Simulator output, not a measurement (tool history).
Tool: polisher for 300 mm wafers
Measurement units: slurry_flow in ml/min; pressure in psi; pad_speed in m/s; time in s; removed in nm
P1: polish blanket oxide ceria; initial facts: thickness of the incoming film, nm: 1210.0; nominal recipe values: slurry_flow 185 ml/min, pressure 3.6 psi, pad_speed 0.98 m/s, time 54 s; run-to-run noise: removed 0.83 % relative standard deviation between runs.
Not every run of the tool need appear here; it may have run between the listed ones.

{"run": 1, "hour": 7.2, "slurry_flow": 185, "pressure": 3.6, "pad_speed": 0.98, "time": 54, "removed": 275.9}
{"hour": 12.7, "done": "head pressure recalibrated"}
{"run": 2, "hour": 16.5, "slurry_flow": 185, "pressure": 3.6, "pad_speed": 0.98, "time": 54, "removed": 279.41}
{"run": 3, "hour": 22.8, "slurry_flow": 185, "pressure": 3.6, "pad_speed": 1.38, "time": 54, "removed": 395.68}
{"run": 4, "hour": 29.9, "slurry_flow": 185, "pressure": 5.6, "pad_speed": 0.98, "time": 54, "removed": 430.42}
{"run": 5, "hour": 34.9, "slurry_flow": 110, "pressure": 3.6, "pad_speed": 0.98, "time": 54, "removed": 250.21}
{"run": 6, "hour": 45.2, "slurry_flow": 260, "pressure": 3.6, "pad_speed": 0.98, "time": 54, "removed": 288.92}
{"run": 7, "hour": 54.6, "slurry_flow": 185, "pressure": 3.6, "pad_speed": 0.98, "time": 54, "removed": 278.01}
{"run": 8, "hour": 63.0, "slurry_flow": 185, "pressure": 3.6, "pad_speed": 0.98, "time": 54, "removed": 275.82}
{"run": 9, "hour": 69.5, "slurry_flow": 185, "pressure": 3.6, "pad_speed": 0.5, "time": 54, "removed": 142.52}
{"run": 10, "hour": 79.5, "slurry_flow": 185, "pressure": 3.6, "pad_speed": 0.98, "time": 69, "removed": 354.76}
{"run": 11, "hour": 88.5, "slurry_flow": 185, "pressure": 1.6, "pad_speed": 0.98, "time": 54, "removed": 124.2}
{"run": 12, "hour": 97.2, "slurry_flow": 110, "pressure": 2.5, "pad_speed": 0.98, "time": 54, "removed": 174.33}
{"run": 13, "hour": 104.3, "slurry_flow": 185, "pressure": 3.6, "pad_speed": 0.98, "time": 54, "removed": 277.55}
{"run": 14, "hour": 113.0, "slurry_flow": 185, "pressure": 3.6, "pad_speed": 0.98, "time": 25, "removed": 125.27}
{"run": 15, "hour": 118.7, "slurry_flow": 185, "pressure": 3.6, "pad_speed": 0.98, "time": 54, "removed": 279.97}
{"run": 16, "hour": 128.0, "slurry_flow": 185, "pressure": 3.6, "pad_speed": 0.98, "time": 54, "removed": 270.34}
{"run": 17, "hour": 135.6, "slurry_flow": 185, "pressure": 3.6, "pad_speed": 0.98, "time": 54, "removed": 266.74}
{"run": 18, "hour": 141.5, "slurry_flow": 185, "pressure": 3.6, "pad_speed": 0.98, "time": 54, "removed": 264.09}
{"run": 19, "hour": 148.9, "slurry_flow": 185, "pressure": 3.6, "pad_speed": 0.98, "time": 54, "removed": 255.89}
{"hour": 153.5, "done": "worn pad replaced by a new one"}
{"run": 20, "hour": 156.7, "slurry_flow": 185, "pressure": 3.6, "pad_speed": 0.98, "time": 54, "removed": 260.66}
{"run": 21, "hour": 162.1, "slurry_flow": 185, "pressure": 3.6, "pad_speed": 0.98, "time": 54, "removed": 260.53}
{"run": 22, "hour": 167.0, "slurry_flow": 185, "pressure": 3.6, "pad_speed": 0.98, "time": 54, "removed": 259.29}
{"run": 23, "hour": 172.3, "slurry_flow": 185, "pressure": 3.6, "pad_speed": 0.98, "time": 54, "removed": 258.31}
{"run": 24, "hour": 182.8, "slurry_flow": 185, "pressure": 3.6, "pad_speed": 0.98, "time": 54, "removed": 259.52}
{"run": 25, "hour": 191.1, "slurry_flow": 185, "pressure": 3.6, "pad_speed": 0.98, "time": 54, "removed": 257.64}

P1 no longer gives what it gave before; its output has crept away from where it was. The following 2 causes, each at its listed size, fit the log equally well:
A: slurry flow missing at the pad, % = 36.3
B: head's pressure below its setpoint, % = 7.62
The drift started at roughly hour 118.7.
Ruled out, with reasons:
removal rate lost through wear of the pad, %: was serviced at hour 153.5, once the creep was under way, yet the earlier output never came back

You are offered 4 check runs, listed below with question marks in place of their results; each one averages 2 wafers. Which run separates the listed causes by giving clearly different results for each?
{"run": "check 1", "hour": 199.4, "slurry_flow": 225, "pressure": 3.6, "pad_speed": 0.98, "time": 54, "removed": "?"}
{"run": "check 2", "hour": 199.4, "slurry_flow": 185, "pressure": 3.6, "pad_speed": 1.18, "time": 54, "removed": "?"}
{"run": "check 3", "hour": 199.4, "slurry_flow": 110, "pressure": 3.6, "pad_speed": 0.64, "time": 54, "removed": "?"}
{"run": "check 4", "hour": 199.4, "slurry_flow": 225, "pressure": 1.6, "pad_speed": 0.98, "time": 54, "removed": "?"}

Outcome of each check run for each possible cause:
check=check_1 result=removed if_A=265.9 if_B=262.44
check=check_2 result=removed if_A=308.08 if_B=308.1
check=check_3 result=removed if_A=145.04 if_B=152.02
check=check_4 result=removed if_A=118.18 if_B=116.64
Per check, the gap between the least separated pair of causes, taken in the result that splits them most: check 1 1.31 %; check 2 0.01 %; check 3 4.7 %; check 4 1.31 %
Only in check 3 would the causes give clearly different results; in the remaining checks their results would be nearly the same.

With check 3 done, the readings were: removed 144.64 nm. Identify which of the listed causes applies.

The cause is A: slurry flow missing at the pad, %.
